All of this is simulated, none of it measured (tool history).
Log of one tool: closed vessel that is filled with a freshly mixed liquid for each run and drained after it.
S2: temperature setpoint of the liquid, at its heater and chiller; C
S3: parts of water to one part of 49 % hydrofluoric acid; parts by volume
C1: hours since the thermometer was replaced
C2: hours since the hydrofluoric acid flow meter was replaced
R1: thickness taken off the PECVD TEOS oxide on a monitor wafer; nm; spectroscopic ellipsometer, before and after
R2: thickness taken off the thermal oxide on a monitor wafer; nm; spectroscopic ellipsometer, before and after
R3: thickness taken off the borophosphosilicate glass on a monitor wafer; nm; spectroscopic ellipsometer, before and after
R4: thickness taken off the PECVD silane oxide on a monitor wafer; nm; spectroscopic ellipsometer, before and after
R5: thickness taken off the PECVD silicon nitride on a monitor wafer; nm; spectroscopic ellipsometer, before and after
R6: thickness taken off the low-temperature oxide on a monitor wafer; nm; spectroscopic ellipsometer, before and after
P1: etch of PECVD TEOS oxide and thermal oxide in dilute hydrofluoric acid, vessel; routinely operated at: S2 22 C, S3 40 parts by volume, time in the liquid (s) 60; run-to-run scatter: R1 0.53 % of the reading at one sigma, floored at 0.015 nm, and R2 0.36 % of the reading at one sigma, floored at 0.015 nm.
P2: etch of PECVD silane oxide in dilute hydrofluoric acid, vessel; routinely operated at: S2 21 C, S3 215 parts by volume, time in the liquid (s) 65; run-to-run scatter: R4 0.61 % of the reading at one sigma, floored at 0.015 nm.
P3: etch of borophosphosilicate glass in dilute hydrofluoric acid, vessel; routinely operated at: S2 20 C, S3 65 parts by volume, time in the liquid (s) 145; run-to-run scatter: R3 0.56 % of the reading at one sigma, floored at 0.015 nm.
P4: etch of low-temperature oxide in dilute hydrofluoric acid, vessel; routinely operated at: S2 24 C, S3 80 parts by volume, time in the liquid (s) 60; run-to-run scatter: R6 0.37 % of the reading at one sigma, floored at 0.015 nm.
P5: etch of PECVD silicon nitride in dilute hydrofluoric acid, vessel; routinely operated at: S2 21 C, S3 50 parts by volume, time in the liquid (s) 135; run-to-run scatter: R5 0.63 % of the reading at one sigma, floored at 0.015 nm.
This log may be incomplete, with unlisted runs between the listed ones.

run 1 hour=4.2 | process_that_ran=P1 S2=22 S3=40 time_in_the_liquid_(s)=60 | C1=988.1 C2=411.3 | R1=37.236 R2=7.124
run 2 hour=11 | process_that_ran=P3 S2=20 S3=90 time_in_the_liquid_(s)=145 | C1=994.9 C2=418.1 | R3=42.346
run 3 hour=14.1 | process_that_ran=P2 S2=21 S3=215 time_in_the_liquid_(s)=65 | C1=998 C2=421.2 | R4=4.3048
run 4 hour=19.5 | process_that_ran=P1 S2=29.5 S3=20 time_in_the_liquid_(s)=60 | C1=1003.4 C2=426.6 | R1=104.15 R2=19.975
run 5 hour=26.3 | process_that_ran=P1 S2=26 S3=40 time_in_the_liquid_(s)=30 | C1=1010.2 C2=433.4 | R1=21.881 R2=4.1787
run 6 hour=32.1 | process_that_ran=P3 S2=20 S3=65 time_in_the_liquid_(s)=145 | C1=1016 C2=439.2 | R3=60.607
run 7 hour=36.5 | process_that_ran=P1 S2=22 S3=40 time_in_the_liquid_(s)=60 | C1=1020.4 C2=443.6 | R1=36.966 R2=7.1306
run 8 hour=41.6 | process_that_ran=P1 S2=22 S3=40 time_in_the_liquid_(s)=30 | C1=1025.5 C2=448.7 | R1=18.588 R2=3.5707
run 9 hour=48 | process_that_ran=P1 S2=17 S3=40 time_in_the_liquid_(s)=60 | C1=1031.9 C2=455.1 | R1=30.083 R2=5.7709
run 10 hour=52.1 | process_that_ran=P5 S2=21 S3=50 time_in_the_liquid_(s)=255 | C1=1036 C2=459.2 | R5=9.5745
run 11 hour=58.2 | process_that_ran=P1 S2=22 S3=40 time_in_the_liquid_(s)=60 | C1=1042.1 C2=465.3 | R1=37.281 R2=7.0956
run 12 hour=64.1 | process_that_ran=P2 S2=17 S3=215 time_in_the_liquid_(s)=65 | C1=1048 C2=471.2 | R4=3.7139
run 13 hour=67.3 | process_that_ran=P4 S2=17 S3=80 time_in_the_liquid_(s)=60 | C1=1051.2 C2=474.4 | R6=20.013
run 14 hour=72.9 | process_that_ran=P1 S2=22 S3=40 time_in_the_liquid_(s)=60 | C1=1056.8 C2=480 | R1=37.193 R2=7.0821
-- hour=73.4 hydrofluoric acid flow meter replaced
run 15 hour=79 | process_that_ran=P1 S2=22 S3=40 time_in_the_liquid_(s)=60 | C1=1062.9 C2=5.6 | R1=37.2 R2=7.0866
run 16 hour=83.5 | process_that_ran=P1 S2=22 S3=40 time_in_the_liquid_(s)=105 | C1=1067.4 C2=10.1 | R1=65.508 R2=12.457
run 17 hour=87.2 | process_that_ran=P1 S2=22 S3=60 time_in_the_liquid_(s)=60 | C1=1071.1 C2=13.8 | R1=24.126 R2=4.6545
run 18 hour=93.5 | process_that_ran=P5 S2=21 S3=50 time_in_the_liquid_(s)=135 | C1=1077.4 C2=20.1 | R5=5.053
run 19 hour=96.9 | process_that_ran=P4 S2=24 S3=80 time_in_the_liquid_(s)=60 | C1=1080.8 C2=23.5 | R6=26.824
run 20 hour=101 | process_that_ran=P3 S2=20 S3=65 time_in_the_liquid_(s)=30 | C1=1084.9 C2=27.6 | R3=12.509
run 21 hour=104.5 | process_that_ran=P4 S2=24 S3=80 time_in_the_liquid_(s)=30 | C1=1088.4 C2=31.1 | R6=13.313
run 22 hour=107.9 | process_that_ran=P1 S2=22 S3=20 time_in_the_liquid_(s)=60 | C1=1091.8 C2=34.5 | R1=75.881 R2=14.539
run 23 hour=114.1 | process_that_ran=P1 S2=27 S3=40 time_in_the_liquid_(s)=60 | C1=1098 C2=40.7 | R1=45.637 R2=8.7648
run 24 hour=119 | process_that_ran=P2 S2=21 S3=75 time_in_the_liquid_(s)=65 | C1=1102.9 C2=45.6 | R4=14.534
run 25 hour=122 | process_that_ran=P4 S2=24 S3=80 time_in_the_liquid_(s)=60 | C1=1105.9 C2=48.6 | R6=26.791
run 26 hour=126.4 | process_that_ran=P3 S2=17 S3=65 time_in_the_liquid_(s)=145 | C1=1110.3 C2=53 | R3=52.729
run 27 hour=133.2 | process_that_ran=P5 S2=29 S3=50 time_in_the_liquid_(s)=135 | C1=1117.1 C2=59.8 | R5=8.7417
run 28 hour=136.2 | process_that_ran=P4 S2=24 S3=20 time_in_the_liquid_(s)=60 | C1=1120.1 C2=62.8 | R6=116.11
run 29 hour=142.8 | process_that_ran=P5 S2=21 S3=70 time_in_the_liquid_(s)=135 | C1=1126.7 C2=69.4 | R5=3.6843
run 30 hour=148 | process_that_ran=P2 S2=21 S3=215 time_in_the_liquid_(s)=30 | C1=1131.9 C2=74.6 | R4=2.0249
run 31 hour=152.4 | process_that_ran=P1 S2=22 S3=40 time_in_the_liquid_(s)=60 | C1=1136.3 C2=79 | R1=37.263 R2=7.0785
run 32 hour=156.5 | process_that_ran=P1 S2=22 S3=40 time_in_the_liquid_(s)=60 | C1=1140.4 C2=83.1 | R1=38.08 R2=7.2912
run 33 hour=159.8 | process_that_ran=P1 S2=22 S3=40 time_in_the_liquid_(s)=60 | C1=1143.7 C2=86.4 | R1=38.624 R2=7.3621
run 34 hour=163 | process_that_ran=P1 S2=22 S3=40 time_in_the_liquid_(s)=60 | C1=1146.9 C2=89.6 | R1=38.873 R2=7.4569
run 35 hour=166.7 | process_that_ran=P1 S2=22 S3=40 time_in_the_liquid_(s)=60 | C1=1150.6 C2=93.3 | R1=39.285 R2=7.5176
run 36 hour=172.7 | process_that_ran=P1 S2=22 S3=40 time_in_the_liquid_(s)=60 | C1=1156.6 C2=99.3 | R1=39.512 R2=7.5589
run 37 hour=178.4 | process_that_ran=P1 S2=22 S3=40 time_in_the_liquid_(s)=60 | C1=1162.3 C2=105 | R1=39.702 R2=7.556
run 38 hour=184.7 | process_that_ran=P1 S2=22 S3=40 time_in_the_liquid_(s)=60 | C1=1168.6 C2=111.3 | R1=39.636 R2=7.5982
run 39 hour=188.8 | process_that_ran=P1 S2=22 S3=40 time_in_the_liquid_(s)=60 | C1=1172.7 C2=115.4 | R1=39.281 R2=7.5404

What P1 gives has crept off from where it sat before. The 2 causes that follow fit the log equally well, each at the size noted:
A: liquid hotter than its thermometer reads (K) = 1.51
B: hydrofluoric acid flow above the setpoint (%) = 6.2
The process output started creeping at around hour 152.4.

Below are 4 check runs, each averaged over 2 wafers, with their results shown as question marks. Which of them would give clearly different results depending on which cause is behind the drift?
run check 1 hour=192.9 | process_that_ran=P2 S2=17 S3=85 time_in_the_liquid_(s)=65 | R4=?
run check 2 hour=192.9 | process_that_ran=P4 S2=24 S3=20 time_in_the_liquid_(s)=30 | R6=?
run check 3 hour=192.9 | process_that_ran=P3 S2=20 S3=65 time_in_the_liquid_(s)=30 | R3=?
run check 4 hour=192.9 | process_that_ran=P5 S2=26.5 S3=50 time_in_the_liquid_(s)=210 | R5=?

What every check run would give for each of its results, assuming each possible cause in turn:
check=check_1 result=R4 if_A=11.395 if_B=11.412
check=check_2 result=R6 if_A=61.751 if_B=61.657
check=check_3 result=R3 if_A=13.355 if_B=13.375
check=check_4 result=R5 if_A=12.667 if_B=12.167
Gap, in per cent, between the two causes that each check separates least, read from the result that separates them most: check 1 0.16 %; check 2 0.15 %; check 3 0.15 %; check 4 4.03 %
The causes can be told apart only by check 4. The other checks would give nearly the same results under each of them.

After running check 4, the following was obtained: R5 12.252 nm. Which cause does this point to?

It is B: hydrofluoric acid flow above the setpoint (%).
